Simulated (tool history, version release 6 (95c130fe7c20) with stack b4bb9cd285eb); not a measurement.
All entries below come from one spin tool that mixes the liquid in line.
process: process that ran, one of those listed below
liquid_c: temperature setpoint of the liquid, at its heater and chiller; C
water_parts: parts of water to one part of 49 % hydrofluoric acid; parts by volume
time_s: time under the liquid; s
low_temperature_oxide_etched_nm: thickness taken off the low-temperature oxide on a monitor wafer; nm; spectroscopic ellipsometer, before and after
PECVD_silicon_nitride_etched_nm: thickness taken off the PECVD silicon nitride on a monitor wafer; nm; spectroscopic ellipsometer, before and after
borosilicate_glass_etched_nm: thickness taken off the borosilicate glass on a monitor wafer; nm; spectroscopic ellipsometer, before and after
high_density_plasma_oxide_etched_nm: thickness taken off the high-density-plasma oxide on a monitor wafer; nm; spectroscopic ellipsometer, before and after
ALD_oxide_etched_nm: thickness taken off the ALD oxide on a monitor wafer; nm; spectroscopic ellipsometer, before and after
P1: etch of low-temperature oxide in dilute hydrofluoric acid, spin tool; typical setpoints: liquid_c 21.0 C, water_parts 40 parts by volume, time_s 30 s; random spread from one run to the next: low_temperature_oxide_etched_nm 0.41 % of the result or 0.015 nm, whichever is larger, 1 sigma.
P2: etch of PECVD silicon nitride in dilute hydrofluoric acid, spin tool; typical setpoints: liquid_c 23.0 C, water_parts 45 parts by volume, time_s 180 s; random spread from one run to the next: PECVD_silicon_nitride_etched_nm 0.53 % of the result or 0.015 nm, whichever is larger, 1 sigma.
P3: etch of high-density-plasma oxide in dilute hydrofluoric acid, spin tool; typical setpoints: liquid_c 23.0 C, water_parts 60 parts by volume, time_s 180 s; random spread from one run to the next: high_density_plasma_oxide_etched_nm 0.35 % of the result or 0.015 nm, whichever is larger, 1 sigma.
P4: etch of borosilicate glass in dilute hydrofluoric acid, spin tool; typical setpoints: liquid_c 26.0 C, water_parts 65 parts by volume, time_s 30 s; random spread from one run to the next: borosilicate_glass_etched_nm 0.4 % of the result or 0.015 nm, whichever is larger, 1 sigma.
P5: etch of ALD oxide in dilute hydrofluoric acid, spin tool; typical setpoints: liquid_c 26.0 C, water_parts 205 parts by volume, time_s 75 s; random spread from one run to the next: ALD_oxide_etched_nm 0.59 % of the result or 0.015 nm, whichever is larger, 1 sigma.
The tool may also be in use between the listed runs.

run,hour,process,liquid_c,water_parts,time_s,low_temperature_oxide_etched_nm,PECVD_silicon_nitride_etched_nm,borosilicate_glass_etched_nm,high_density_plasma_oxide_etched_nm,ALD_oxide_etched_nm
1,6.2,P1,21.0,40,30,9.0969,,,,
2,17.6,P2,23.0,45,15,,0.62881,,,
3,24.8,P4,26.0,65,15,,,13.974,,
4,33.3,P1,21.0,40,15,4.5675,,,,
5,41.2,P1,21.0,40,30,9.0912,,,,
6,49.8,P1,26.5,40,15,5.7494,,,,
7,59.1,P1,21.0,70,55,9.1956,,,,
8,68.5,P1,21.0,40,30,9.0517,,,,
9,76.6,P2,17.0,45,180,,4.80640,,,
10,86.6,P3,17.0,60,180,,,,14.151,
11,95.5,P5,26.0,40,75,,,,,39.9450
12,105.0,P2,23.0,45,180,,7.36240,,,
13,119.0,P1,21.0,40,65,19.6540,,,,
# hour 126.2: hydrofluoric acid flow meter replaced
14,132.7,P1,21.0,70,30,5.0316,,,,
15,142.8,P4,26.0,30,30,,,63.811,,
16,151.3,P4,19.0,65,30,,,21.031,,
17,157.6,P1,21.0,55,45,9.7391,,,,
18,169.5,P2,23.0,60,180,,5.47950,,,
19,177.5,P1,27.5,40,30,11.9520,,,,
20,185.6,P4,26.0,65,30,,,28.042,,
21,192.1,P1,21.0,40,30,9.1327,,,,
22,202.2,P1,17.0,40,30,7.5810,,,,
23,211.3,P5,33.0,205,75,,,,,7.9766
24,224.8,P3,23.0,60,365,,,,36.878,
25,238.8,P5,26.0,205,75,,,,,6.3845
26,245.9,P3,23.0,30,180,,,,37.926,
27,256.3,P2,23.0,45,180,,7.30190,,,
28,268.2,P1,21.0,20,30,18.6290,,,,
29,275.1,P5,26.0,205,150,,,,,12.5360
30,282.3,P3,23.0,60,180,,,,18.258,
31,291.3,P1,21.0,40,30,9.1557,,,,
32,305.4,P1,21.0,40,30,9.0299,,,,
33,317.5,P1,21.0,40,30,9.5292,,,,
34,327.9,P1,21.0,40,30,9.6733,,,,
35,340.4,P1,21.0,40,30,9.8230,,,,
36,346.8,P1,21.0,40,30,9.8236,,,,
37,358.6,P1,21.0,40,30,9.8869,,,,
38,369.9,P1,21.0,40,30,9.8550,,,,
39,377.3,P1,21.0,40,30,9.8491,,,,

Something has made what P1 gives creep away from where it was; the 2 causes below, each at its own stated size, fit the log equally well:
A: liquid hotter than its thermometer reads (K) = 1.99
B: hydrofluoric acid flow above the setpoint (%) = 8.33
The process output started creeping at around hour 305.4.

Below are 4 check runs, each on a single wafer, with their results shown as question marks. Which of them would tell the listed causes apart, meaning the causes would give clearly different results under it?
check 1,384.7,P5,26.0,75,145,,,,,?
check 2,384.7,P4,21.5,65,15,,,?,,
check 3,384.7,P3,17.0,60,330,,,,?,
check 4,384.7,P2,23.0,45,70,,?,,,

Expected result of each check under each candidate cause:
check,result,if A,if B
check 1,ALD_oxide_etched_nm,42.0750,42.4780
check 2,borosilicate_glass_etched_nm,12.616,12.670
check 3,high_density_plasma_oxide_etched_nm,28.345,28.337
check 4,PECVD_silicon_nitride_etched_nm,3.26130,3.08190
Smallest distance between any two causes, each pair judged by its most separating result, in per cent: check 1 0.95 %; check 2 0.42 %; check 3 0.03 %; check 4 5.66 %
The other checks would show nearly matching results whichever cause is true, so check 4 is the only one that separates the causes.

Then check 4 was run and gave: PECVD_silicon_nitride_etched_nm 3.06720 nm. Which cause is it?

It was cause B: hydrofluoric acid flow above the setpoint (%).
